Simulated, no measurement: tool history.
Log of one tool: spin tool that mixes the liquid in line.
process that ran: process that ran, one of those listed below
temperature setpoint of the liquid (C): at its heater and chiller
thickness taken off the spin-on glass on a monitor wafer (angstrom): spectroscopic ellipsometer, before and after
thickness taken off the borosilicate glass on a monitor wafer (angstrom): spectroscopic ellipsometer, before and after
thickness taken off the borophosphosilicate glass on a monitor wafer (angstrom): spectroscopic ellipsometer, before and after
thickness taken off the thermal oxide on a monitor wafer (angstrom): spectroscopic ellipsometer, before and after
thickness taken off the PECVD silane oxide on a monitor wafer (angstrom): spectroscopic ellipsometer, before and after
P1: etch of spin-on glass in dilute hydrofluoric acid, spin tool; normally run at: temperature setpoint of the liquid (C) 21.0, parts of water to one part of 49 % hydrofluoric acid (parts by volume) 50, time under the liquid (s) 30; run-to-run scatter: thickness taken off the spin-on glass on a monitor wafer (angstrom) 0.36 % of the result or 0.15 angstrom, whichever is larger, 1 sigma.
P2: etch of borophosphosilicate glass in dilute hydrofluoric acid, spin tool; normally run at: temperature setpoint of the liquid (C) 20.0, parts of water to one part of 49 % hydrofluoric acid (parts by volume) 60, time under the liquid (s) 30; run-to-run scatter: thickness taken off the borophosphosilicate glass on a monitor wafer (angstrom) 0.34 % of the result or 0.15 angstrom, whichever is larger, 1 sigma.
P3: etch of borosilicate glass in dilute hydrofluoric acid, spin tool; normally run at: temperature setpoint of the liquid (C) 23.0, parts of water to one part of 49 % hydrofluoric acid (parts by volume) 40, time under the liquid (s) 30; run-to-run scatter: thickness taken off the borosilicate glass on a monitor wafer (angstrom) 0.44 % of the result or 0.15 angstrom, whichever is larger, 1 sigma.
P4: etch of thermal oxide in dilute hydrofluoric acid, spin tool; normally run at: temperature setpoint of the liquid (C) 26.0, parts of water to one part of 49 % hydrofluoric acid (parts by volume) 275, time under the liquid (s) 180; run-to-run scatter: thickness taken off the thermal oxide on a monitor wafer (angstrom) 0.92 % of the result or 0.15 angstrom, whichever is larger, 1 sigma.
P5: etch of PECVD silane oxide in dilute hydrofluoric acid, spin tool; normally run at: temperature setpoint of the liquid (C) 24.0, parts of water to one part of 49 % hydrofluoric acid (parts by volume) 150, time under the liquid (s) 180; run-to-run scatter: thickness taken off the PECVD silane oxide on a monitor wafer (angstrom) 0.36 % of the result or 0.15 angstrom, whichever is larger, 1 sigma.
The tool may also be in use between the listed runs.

run	hour	process that ran	temperature setpoint of the liquid (C)	parts of water to one part of 49 % hydrofluoric acid (parts by volume)	time under the liquid (s)	hours since the thermometer was replaced	hours since the hydrofluoric acid flow meter was replaced	thickness taken off the spin-on glass on a monitor wafer (angstrom)	thickness taken off the borosilicate glass on a monitor wafer (angstrom)	thickness taken off the borophosphosilicate glass on a monitor wafer (angstrom)	thickness taken off the thermal oxide on a monitor wafer (angstrom)	thickness taken off the PECVD silane oxide on a monitor wafer (angstrom)
1	6.8	P1	21.0	50	30	609.6	214.0	223.08				
2	12.7	P3	17.0	40	30	615.5	219.9		150.420			
3	23.3	P2	20.0	60	30	626.1	230.5			154.320		
4	32.6	P4	26.0	275	180	635.4	239.8				26.922	
5	39.7	P5	24.0	30	180	642.5	246.9					1005.90
6	45.7	P2	20.0	60	15	648.5	252.9			76.888		
7	51.9	P5	29.0	150	180	654.7	259.1					206.08
8	61.6	P2	20.0	30	30	664.4	268.8			319.450		
9	67.4	P1	21.0	50	15	670.2	274.6	111.32				
10	75.9	P3	23.0	40	30	678.7	283.1		194.510			
11	80.9	P1	17.0	50	45	683.7	288.1	281.01				
12	88.8	P5	24.0	150	180	691.6	296.0					172.26
13	94.3	P1	29.5	50	30	697.1	301.5	316.55				
14	101.0	P4	32.0	275	180	703.8	308.2				33.102	
15	108.0	P1	25.0	50	15	710.8	315.2	131.38				
16	118.2	P4	26.0	275	350	721.0	325.4				53.539	
17	125.4	P4	26.0	395	180	728.2	332.6				16.882	
18	134.8	P3	23.0	40	30	737.6	342.0		195.990			
19	145.2	P1	21.0	50	30	748.0	352.4	222.71				
20	155.1	P1	21.0	25	30	757.9	362.3	461.57				
21	163.1	P1	21.0	50	30	765.9	370.3	223.26				
22	170.3	P1	17.0	50	30	773.1	377.5	188.54				
23	181.0	P1	21.0	50	55	783.8	388.2	411.38				
24	187.8	P3	23.0	40	15	790.6	395.0		98.104			
25	194.0	P1	21.0	30	55	796.8	401.2	706.42				
26	204.3	P1	21.0	90	30	807.1	411.5	118.62				
27	210.0	P3	23.0	20	30	812.8	417.2		402.220			
28	216.0	P5	24.0	150	180	818.8	423.2					172.78
29	222.6	P5	24.0	150	360	825.4	429.8					345.71
30	230.0	P1	21.0	50	30	832.8	437.2	223.68				
31	238.5	P1	21.0	50	30	841.3	445.7	221.84				
32	244.2	P2	17.0	60	30	847.0	451.4			134.860		
33	253.7	P1	21.0	50	30	856.5	460.9	223.36				
34	262.5	P1	21.0	50	30	865.3	469.7	215.73				
35	273.2	P1	21.0	50	30	876.0	480.4	209.42				
36	281.7	P1	21.0	50	30	884.5	488.9	206.54				
37	289.6	P1	21.0	50	30	892.4	496.8	204.35				
38	298.2	P1	21.0	50	30	901.0	505.4	203.15				
39	304.2	P1	21.0	50	30	907.0	511.4	203.56				
40	313.4	P1	21.0	50	30	916.2	520.6	202.51				
41	322.8	P1	21.0	50	30	925.6	530.0	203.35				
42	331.9	P1	21.0	50	30	934.7	539.1	202.80				

What P1 gives has crept away from where it was. These 2 causes fit the log equally well, each at the size given:
A: hydrofluoric acid flow below the setpoint (%) = 8.97
B: liquid colder than its thermometer reads (K) = 2.36
The creep began at about hour 253.7.

4 check runs are offered, each on 5 wafers whose results are averaged, their results left as question marks. Which one tells the causes apart?
check 1	341.0	P2	17.0	60	30					?		
check 2	341.0	P3	19.0	40	30				?			
check 3	341.0	P5	24.0	40	345							?
check 4	341.0	P4	26.0	275	350						?	

What each check would give under each cause:
check	result	if A	if B
check 1	thickness taken off the borophosphosilicate glass on a monitor wafer (angstrom)	122.120	121.810
check 2	thickness taken off the borosilicate glass on a monitor wafer (angstrom)	149.430	148.820
check 3	thickness taken off the PECVD silane oxide on a monitor wafer (angstrom)	1285.80	1286.30
check 4	thickness taken off the thermal oxide on a monitor wafer (angstrom)	46.910	48.795
How far apart the two closest causes lie, in the result that separates them most: check 1 0.25 %; check 2 0.41 %; check 3 0.04 %; check 4 3.94 %
Check 4 tells the causes apart: in the others they would give nearly the same result.

Then check 4 was run and gave: thickness taken off the thermal oxide on a monitor wafer (angstrom) 47.169. Which cause is it?

It is A: hydrofluoric acid flow below the setpoint (%).
